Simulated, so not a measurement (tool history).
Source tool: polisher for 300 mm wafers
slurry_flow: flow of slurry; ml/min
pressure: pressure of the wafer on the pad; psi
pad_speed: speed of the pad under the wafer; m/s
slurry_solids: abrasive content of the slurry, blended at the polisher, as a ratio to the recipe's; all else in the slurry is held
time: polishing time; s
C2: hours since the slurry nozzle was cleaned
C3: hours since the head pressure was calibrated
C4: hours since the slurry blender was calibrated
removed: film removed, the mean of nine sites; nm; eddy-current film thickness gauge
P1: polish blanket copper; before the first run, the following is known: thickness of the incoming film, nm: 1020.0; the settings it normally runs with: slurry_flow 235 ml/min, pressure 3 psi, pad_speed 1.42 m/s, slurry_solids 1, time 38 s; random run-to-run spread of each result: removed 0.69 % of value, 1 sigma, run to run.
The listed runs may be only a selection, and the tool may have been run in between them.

run 1 hour=6.7 | slurry_flow=235 pressure=3 pad_speed=1.42 slurry_solids=1 time=38 | wafers_polished_on_this_pad=529 C2=162.4 C3=306.4 C4=146.2 | removed=168.32
run 2 hour=12.4 | slurry_flow=235 pressure=3 pad_speed=1.42 slurry_solids=1 time=38 | wafers_polished_on_this_pad=581 C2=168.1 C3=312.1 C4=151.9 | removed=170.87
run 3 hour=20.2 | slurry_flow=235 pressure=3 pad_speed=2.18 slurry_solids=1 time=38 | wafers_polished_on_this_pad=652 C2=175.9 C3=319.9 C4=159.7 | removed=255.28
-- hour=28.1 head pressure recalibrated
run 4 hour=30.3 | slurry_flow=235 pressure=3 pad_speed=1.42 slurry_solids=1 time=53 | wafers_polished_on_this_pad=744 C2=186 C3=2.2 C4=169.8 | removed=233.31
run 5 hour=40.4 | slurry_flow=235 pressure=4.6 pad_speed=1.42 slurry_solids=1 time=38 | wafers_polished_on_this_pad=836 C2=196.1 C3=12.3 C4=179.9 | removed=259.66
run 6 hour=48 | slurry_flow=140 pressure=3 pad_speed=1.42 slurry_solids=1 time=38 | wafers_polished_on_this_pad=905 C2=203.7 C3=19.9 C4=187.5 | removed=155.57
run 7 hour=57.2 | slurry_flow=235 pressure=3 pad_speed=1.42 slurry_solids=1 time=19 | wafers_polished_on_this_pad=989 C2=212.9 C3=29.1 C4=196.7 | removed=83.154
run 8 hour=65.5 | slurry_flow=235 pressure=4 pad_speed=1.42 slurry_solids=1.25 time=38 | wafers_polished_on_this_pad=1065 C2=221.2 C3=37.4 C4=205 | removed=235.65
run 9 hour=72.3 | slurry_flow=235 pressure=3 pad_speed=0.68 slurry_solids=1 time=38 | wafers_polished_on_this_pad=1127 C2=228 C3=44.2 C4=211.8 | removed=80.807
run 10 hour=81.2 | slurry_flow=235 pressure=3 pad_speed=1.42 slurry_solids=1.35 time=38 | wafers_polished_on_this_pad=1208 C2=236.9 C3=53.1 C4=220.7 | removed=180.24
run 11 hour=89.9 | slurry_flow=355 pressure=3 pad_speed=1.42 slurry_solids=1 time=38 | wafers_polished_on_this_pad=1288 C2=245.6 C3=61.8 C4=229.4 | removed=176.48
run 12 hour=98.5 | slurry_flow=235 pressure=3 pad_speed=1.42 slurry_solids=1 time=38 | wafers_polished_on_this_pad=1366 C2=254.2 C3=70.4 C4=238 | removed=169.91
run 13 hour=106.2 | slurry_flow=235 pressure=3 pad_speed=1.42 slurry_solids=1 time=38 | wafers_polished_on_this_pad=1436 C2=261.9 C3=78.1 C4=245.7 | removed=169.08
run 14 hour=113.6 | slurry_flow=235 pressure=2.1 pad_speed=1.42 slurry_solids=1 time=38 | wafers_polished_on_this_pad=1504 C2=269.3 C3=85.5 C4=253.1 | removed=116.66
run 15 hour=122.4 | slurry_flow=235 pressure=3 pad_speed=1.42 slurry_solids=1 time=38 | wafers_polished_on_this_pad=1584 C2=278.1 C3=94.3 C4=261.9 | removed=170.15
run 16 hour=129.4 | slurry_flow=235 pressure=3 pad_speed=1.42 slurry_solids=0.65 time=38 | wafers_polished_on_this_pad=1648 C2=285.1 C3=101.3 C4=268.9 | removed=154.68
run 17 hour=136.2 | slurry_flow=350 pressure=3 pad_speed=1.42 slurry_solids=1 time=22 | wafers_polished_on_this_pad=1710 C2=291.9 C3=108.1 C4=275.7 | removed=101.2
run 18 hour=142.8 | slurry_flow=235 pressure=3 pad_speed=1.42 slurry_solids=1 time=38 | wafers_polished_on_this_pad=1770 C2=298.5 C3=114.7 C4=282.3 | removed=168.8
run 19 hour=151.3 | slurry_flow=235 pressure=3 pad_speed=0.86 slurry_solids=0.6 time=38 | wafers_polished_on_this_pad=1848 C2=307 C3=123.2 C4=290.8 | removed=92.072
run 20 hour=157 | slurry_flow=235 pressure=3 pad_speed=1.42 slurry_solids=1 time=38 | wafers_polished_on_this_pad=1900 C2=312.7 C3=128.9 C4=296.5 | removed=168.95
run 21 hour=164 | slurry_flow=235 pressure=3 pad_speed=1.42 slurry_solids=1 time=38 | wafers_polished_on_this_pad=1964 C2=319.7 C3=135.9 C4=303.5 | removed=164.81
run 22 hour=170.7 | slurry_flow=235 pressure=3 pad_speed=1.42 slurry_solids=1 time=38 | wafers_polished_on_this_pad=2025 C2=326.4 C3=142.6 C4=310.2 | removed=163.66
run 23 hour=176.7 | slurry_flow=235 pressure=3 pad_speed=1.42 slurry_solids=1 time=38 | wafers_polished_on_this_pad=2080 C2=332.4 C3=148.6 C4=316.2 | removed=160.33

For run 24, what comes out?
run 24 hour=182.5 | slurry_flow=235 pressure=3 pad_speed=1.42 slurry_solids=1 time=38 | wafers_polished_on_this_pad=2132 C2=338.2 C3=154.4 C4=322 | removed=?

{"run 24": {"removed": 161.19}}

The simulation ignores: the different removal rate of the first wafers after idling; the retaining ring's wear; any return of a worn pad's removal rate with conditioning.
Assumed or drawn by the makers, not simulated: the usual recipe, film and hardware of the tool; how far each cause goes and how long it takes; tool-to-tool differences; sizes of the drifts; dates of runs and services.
